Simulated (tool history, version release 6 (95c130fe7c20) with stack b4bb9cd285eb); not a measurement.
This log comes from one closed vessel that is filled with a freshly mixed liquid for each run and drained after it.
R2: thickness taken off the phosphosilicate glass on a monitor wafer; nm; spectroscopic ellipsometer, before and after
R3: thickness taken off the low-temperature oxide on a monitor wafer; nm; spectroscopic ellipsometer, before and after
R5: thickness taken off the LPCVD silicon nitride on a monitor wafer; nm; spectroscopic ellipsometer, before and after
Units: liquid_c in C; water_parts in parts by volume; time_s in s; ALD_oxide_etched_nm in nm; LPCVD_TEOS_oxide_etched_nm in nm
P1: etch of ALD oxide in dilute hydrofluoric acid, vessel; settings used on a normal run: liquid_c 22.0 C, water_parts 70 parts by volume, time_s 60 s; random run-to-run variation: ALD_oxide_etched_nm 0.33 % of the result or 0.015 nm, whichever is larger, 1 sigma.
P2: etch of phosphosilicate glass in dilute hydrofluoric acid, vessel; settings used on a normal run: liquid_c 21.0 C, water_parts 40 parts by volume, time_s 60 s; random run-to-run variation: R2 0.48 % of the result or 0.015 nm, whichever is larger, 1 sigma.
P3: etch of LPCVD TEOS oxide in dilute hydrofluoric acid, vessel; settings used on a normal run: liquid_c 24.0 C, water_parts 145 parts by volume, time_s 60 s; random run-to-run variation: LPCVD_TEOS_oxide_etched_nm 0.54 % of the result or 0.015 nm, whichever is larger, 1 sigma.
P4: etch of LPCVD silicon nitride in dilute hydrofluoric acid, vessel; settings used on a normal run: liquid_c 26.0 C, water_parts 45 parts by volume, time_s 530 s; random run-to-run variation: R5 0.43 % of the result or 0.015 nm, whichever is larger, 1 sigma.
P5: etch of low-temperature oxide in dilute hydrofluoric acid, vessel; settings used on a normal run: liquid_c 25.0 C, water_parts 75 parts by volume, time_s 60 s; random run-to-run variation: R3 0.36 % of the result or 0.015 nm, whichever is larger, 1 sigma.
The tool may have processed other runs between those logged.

Run 1, hour 8.8: process P1, liquid_c 22.0 C, water_parts 70 parts by volume, time_s 60 s. Result: ALD_oxide_etched_nm 8.2769 nm.
Run 2, hour 21.6: process P2, liquid_c 21.0 C, water_parts 40 parts by volume, time_s 60 s. Result: R2 273.21 nm.
Run 3, hour 32.8: process P5, liquid_c 25.0 C, water_parts 75 parts by volume, time_s 60 s. Result: R3 29.281 nm.
At hour 37.7: hydrofluoric acid flow meter replaced.
Run 4, hour 43.5: process P1, liquid_c 26.5 C, water_parts 70 parts by volume, time_s 60 s. Result: ALD_oxide_etched_nm 9.9016 nm.
Run 5, hour 50.5: process P3, liquid_c 24.0 C, water_parts 205 parts by volume, time_s 60 s. Result: LPCVD_TEOS_oxide_etched_nm 14.262 nm.
Run 6, hour 59.7: process P4, liquid_c 31.5 C, water_parts 45 parts by volume, time_s 530 s. Result: R5 9.1798 nm.
Run 7, hour 70.3: process P3, liquid_c 24.0 C, water_parts 145 parts by volume, time_s 85 s. Result: LPCVD_TEOS_oxide_etched_nm 30.766 nm.
Run 8, hour 81.5: process P2, liquid_c 21.0 C, water_parts 40 parts by volume, time_s 30 s. Result: R2 136.11 nm.
Run 9, hour 93.1: process P1, liquid_c 22.0 C, water_parts 70 parts by volume, time_s 60 s. Result: ALD_oxide_etched_nm 8.2512 nm.
Run 10, hour 106.1: process P1, liquid_c 22.0 C, water_parts 70 parts by volume, time_s 60 s. Result: ALD_oxide_etched_nm 8.2896 nm.
Run 11, hour 114.1: process P4, liquid_c 26.0 C, water_parts 30 parts by volume, time_s 530 s. Result: R5 9.4349 nm.
Run 12, hour 120.6: process P2, liquid_c 25.0 C, water_parts 40 parts by volume, time_s 60 s. Result: R2 323.53 nm.
Run 13, hour 127.0: process P5, liquid_c 25.0 C, water_parts 75 parts by volume, time_s 60 s. Result: R3 29.580 nm.
Run 14, hour 132.9: process P5, liquid_c 25.0 C, water_parts 125 parts by volume, time_s 60 s. Result: R3 16.471 nm.
Run 15, hour 138.8: process P1, liquid_c 22.0 C, water_parts 100 parts by volume, time_s 60 s. Result: ALD_oxide_etched_nm 5.5836 nm.
Run 16, hour 144.4: process P4, liquid_c 26.0 C, water_parts 45 parts by volume, time_s 530 s. Result: R5 6.3089 nm.
Run 17, hour 155.3: process P5, liquid_c 25.0 C, water_parts 75 parts by volume, time_s 30 s. Result: R3 14.698 nm.
Run 18, hour 165.6: process P1, liquid_c 22.0 C, water_parts 35 parts by volume, time_s 60 s. Result: ALD_oxide_etched_nm 17.2350 nm.
Run 19, hour 172.3: process P1, liquid_c 22.0 C, water_parts 70 parts by volume, time_s 115 s. Result: ALD_oxide_etched_nm 15.9570 nm.
Run 20, hour 185.3: process P1, liquid_c 22.0 C, water_parts 70 parts by volume, time_s 30 s. Result: ALD_oxide_etched_nm 4.1084 nm.
Run 21, hour 192.1: process P3, liquid_c 28.5 C, water_parts 145 parts by volume, time_s 60 s. Result: LPCVD_TEOS_oxide_etched_nm 25.473 nm.
Run 22, hour 204.0: process P4, liquid_c 26.0 C, water_parts 45 parts by volume, time_s 530 s. Result: R5 6.3370 nm.
Run 23, hour 212.7: process P4, liquid_c 26.0 C, water_parts 45 parts by volume, time_s 775 s. Result: R5 9.2627 nm.
Run 24, hour 222.7: process P3, liquid_c 24.0 C, water_parts 145 parts by volume, time_s 60 s. Result: LPCVD_TEOS_oxide_etched_nm 21.694 nm.
Run 25, hour 235.1: process P1, liquid_c 17.0 C, water_parts 70 parts by volume, time_s 60 s. Result: ALD_oxide_etched_nm 6.7059 nm.
Run 26, hour 246.9: process P5, liquid_c 28.5 C, water_parts 75 parts by volume, time_s 60 s. Result: R3 33.661 nm.
Run 27, hour 254.0: process P1, liquid_c 22.0 C, water_parts 35 parts by volume, time_s 30 s. Result: ALD_oxide_etched_nm 8.6032 nm.
Run 28, hour 259.7: process P2, liquid_c 21.0 C, water_parts 40 parts by volume, time_s 60 s. Result: R2 274.47 nm.
Run 29, hour 266.1: process P1, liquid_c 22.0 C, water_parts 70 parts by volume, time_s 60 s. Result: ALD_oxide_etched_nm 8.2623 nm.
Run 30, hour 273.6: process P2, liquid_c 21.0 C, water_parts 20 parts by volume, time_s 60 s. Result: R2 563.76 nm.
Run 31, hour 281.9: process P1, liquid_c 22.0 C, water_parts 70 parts by volume, time_s 60 s. Result: ALD_oxide_etched_nm 8.2614 nm.
Run 32, hour 293.4: process P1, liquid_c 22.0 C, water_parts 70 parts by volume, time_s 60 s. Result: ALD_oxide_etched_nm 8.4766 nm.
Run 33, hour 303.5: process P1, liquid_c 22.0 C, water_parts 70 parts by volume, time_s 60 s. Result: ALD_oxide_etched_nm 8.7341 nm.
Run 34, hour 315.0: process P1, liquid_c 22.0 C, water_parts 70 parts by volume, time_s 60 s. Result: ALD_oxide_etched_nm 8.7708 nm.
Run 35, hour 320.9: process P1, liquid_c 22.0 C, water_parts 70 parts by volume, time_s 60 s. Result: ALD_oxide_etched_nm 8.9021 nm.
Run 36, hour 330.1: process P1, liquid_c 22.0 C, water_parts 70 parts by volume, time_s 60 s. Result: ALD_oxide_etched_nm 8.9049 nm.
Run 37, hour 336.6: process P1, liquid_c 22.0 C, water_parts 70 parts by volume, time_s 60 s. Result: ALD_oxide_etched_nm 8.9384 nm.
Run 38, hour 342.3: process P1, liquid_c 22.0 C, water_parts 70 parts by volume, time_s 60 s. Result: ALD_oxide_etched_nm 8.9615 nm.
Run 39, hour 352.2: process P1, liquid_c 22.0 C, water_parts 70 parts by volume, time_s 60 s. Result: ALD_oxide_etched_nm 8.9915 nm.
Run 40, hour 364.7: process P1, liquid_c 22.0 C, water_parts 70 parts by volume, time_s 60 s. Result: ALD_oxide_etched_nm 8.9645 nm.
Run 41, hour 374.5: process P1, liquid_c 22.0 C, water_parts 70 parts by volume, time_s 60 s. Result: ALD_oxide_etched_nm 8.9573 nm.
Run 42, hour 384.8: process P1, liquid_c 22.0 C, water_parts 70 parts by volume, time_s 60 s. Result: ALD_oxide_etched_nm 8.9913 nm.

The log shows P1 creeping away from where it was. Any of the 2 causes listed here, at the size stated for it, fits the log just as well as the others:
A: hydrofluoric acid flow above the setpoint (%) = 8.07
B: liquid hotter than its thermometer reads (K) = 2.06
Creep in the process output first set in at about hour 281.9.

Consider the 4 single-wafer check runs listed below, results given as question marks: which one distinguishes between the causes by giving clearly different results for each?
Run check 1, hour 395.1: process P2, liquid_c 21.0 C, water_parts 40 parts by volume, time_s 60 s. Result: R2 ?.
Run check 2, hour 395.1: process P4, liquid_c 26.0 C, water_parts 45 parts by volume, time_s 530 s. Result: R5 ?.
Run check 3, hour 395.1: process P3, liquid_c 24.0 C, water_parts 145 parts by volume, time_s 60 s. Result: LPCVD_TEOS_oxide_etched_nm ?.
Run check 4, hour 395.1: process P5, liquid_c 25.0 C, water_parts 75 parts by volume, time_s 60 s. Result: R3 ?.

What every check run would give for each of its results, assuming each possible cause in turn:
  check                      result    if A    if B
check 1                          R2  296.71  298.31
check 2                          R5  6.8464  7.2713
check 3  LPCVD_TEOS_oxide_etched_nm  23.741  23.458
check 4                          R3  31.971  31.867
Minimum pairwise separation of causes per check, each pair taken at its best-separating result: check 1 0.54 %; check 2 6.02 %; check 3 1.2 %; check 4 0.32 %
Check 2 distinguishes between the causes, while the remaining checks would return nearly the same result for all of them.

After running check 2, the following was obtained: R5 7.2329 nm. Which cause does this point to?

The correct cause is B, namely: liquid hotter than its thermometer reads (K).
